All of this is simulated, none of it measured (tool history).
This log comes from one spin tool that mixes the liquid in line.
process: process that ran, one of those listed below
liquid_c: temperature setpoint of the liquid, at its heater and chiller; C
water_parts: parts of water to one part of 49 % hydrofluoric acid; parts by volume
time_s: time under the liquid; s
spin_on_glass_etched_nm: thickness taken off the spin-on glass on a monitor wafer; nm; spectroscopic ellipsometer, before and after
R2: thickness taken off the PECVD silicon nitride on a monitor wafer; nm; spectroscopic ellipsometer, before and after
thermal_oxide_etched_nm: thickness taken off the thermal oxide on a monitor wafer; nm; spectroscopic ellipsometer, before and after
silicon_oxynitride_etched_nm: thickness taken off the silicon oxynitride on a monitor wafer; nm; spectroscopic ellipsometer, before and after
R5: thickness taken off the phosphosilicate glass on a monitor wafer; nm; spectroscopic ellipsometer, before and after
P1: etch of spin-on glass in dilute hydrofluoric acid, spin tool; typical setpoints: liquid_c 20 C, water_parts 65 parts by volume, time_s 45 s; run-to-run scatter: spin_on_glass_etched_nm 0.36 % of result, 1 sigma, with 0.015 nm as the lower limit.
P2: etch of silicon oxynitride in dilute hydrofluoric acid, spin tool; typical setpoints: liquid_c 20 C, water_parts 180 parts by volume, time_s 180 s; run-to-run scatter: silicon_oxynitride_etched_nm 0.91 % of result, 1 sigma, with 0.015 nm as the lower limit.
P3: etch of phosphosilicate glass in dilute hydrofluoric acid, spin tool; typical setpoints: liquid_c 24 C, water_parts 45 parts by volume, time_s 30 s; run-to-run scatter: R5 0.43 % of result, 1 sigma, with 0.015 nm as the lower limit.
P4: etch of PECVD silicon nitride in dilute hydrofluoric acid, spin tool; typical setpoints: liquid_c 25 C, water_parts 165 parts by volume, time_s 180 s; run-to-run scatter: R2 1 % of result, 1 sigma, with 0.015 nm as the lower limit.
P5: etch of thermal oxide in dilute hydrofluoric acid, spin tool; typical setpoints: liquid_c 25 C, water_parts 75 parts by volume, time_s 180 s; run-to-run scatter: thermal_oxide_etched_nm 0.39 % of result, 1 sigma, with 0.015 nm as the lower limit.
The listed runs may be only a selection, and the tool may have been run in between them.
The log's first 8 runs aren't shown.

run 9 hour=56.2 | process=P2 liquid_c=20 water_parts=285 time_s=180 | silicon_oxynitride_etched_nm=1.4735
run 10 hour=61.9 | process=P5 liquid_c=30 water_parts=75 time_s=180 | thermal_oxide_etched_nm=14.699
run 11 hour=70.4 | process=P2 liquid_c=20 water_parts=180 time_s=180 | silicon_oxynitride_etched_nm=2.4567
run 12 hour=74.9 | process=P5 liquid_c=25 water_parts=75 time_s=15 | thermal_oxide_etched_nm=1.023
run 13 hour=79.4 | process=P5 liquid_c=25 water_parts=75 time_s=180 | thermal_oxide_etched_nm=12.225
run 14 hour=87.7 | process=P1 liquid_c=20 water_parts=40 time_s=45 | spin_on_glass_etched_nm=29.923
run 15 hour=93.9 | process=P1 liquid_c=20 water_parts=65 time_s=45 | spin_on_glass_etched_nm=17.969
run 16 hour=100.9 | process=P3 liquid_c=24 water_parts=45 time_s=30 | R5=123.14
run 17 hour=109 | process=P1 liquid_c=17 water_parts=65 time_s=45 | spin_on_glass_etched_nm=15.779
run 18 hour=113.3 | process=P4 liquid_c=25 water_parts=165 time_s=180 | R2=2.5389
run 19 hour=120.1 | process=P3 liquid_c=24 water_parts=45 time_s=15 | R5=61.564
run 20 hour=126.7 | process=P1 liquid_c=17 water_parts=65 time_s=75 | spin_on_glass_etched_nm=26.462
run 21 hour=134.2 | process=P1 liquid_c=20 water_parts=65 time_s=45 | spin_on_glass_etched_nm=18.058

Estimate the outcome of run 22 from the log above:
run 22 hour=142.5 | process=P1 liquid_c=20 water_parts=95 time_s=45 | spin_on_glass_etched_nm=?

spin_on_glass_etched_nm: 11.836 nm

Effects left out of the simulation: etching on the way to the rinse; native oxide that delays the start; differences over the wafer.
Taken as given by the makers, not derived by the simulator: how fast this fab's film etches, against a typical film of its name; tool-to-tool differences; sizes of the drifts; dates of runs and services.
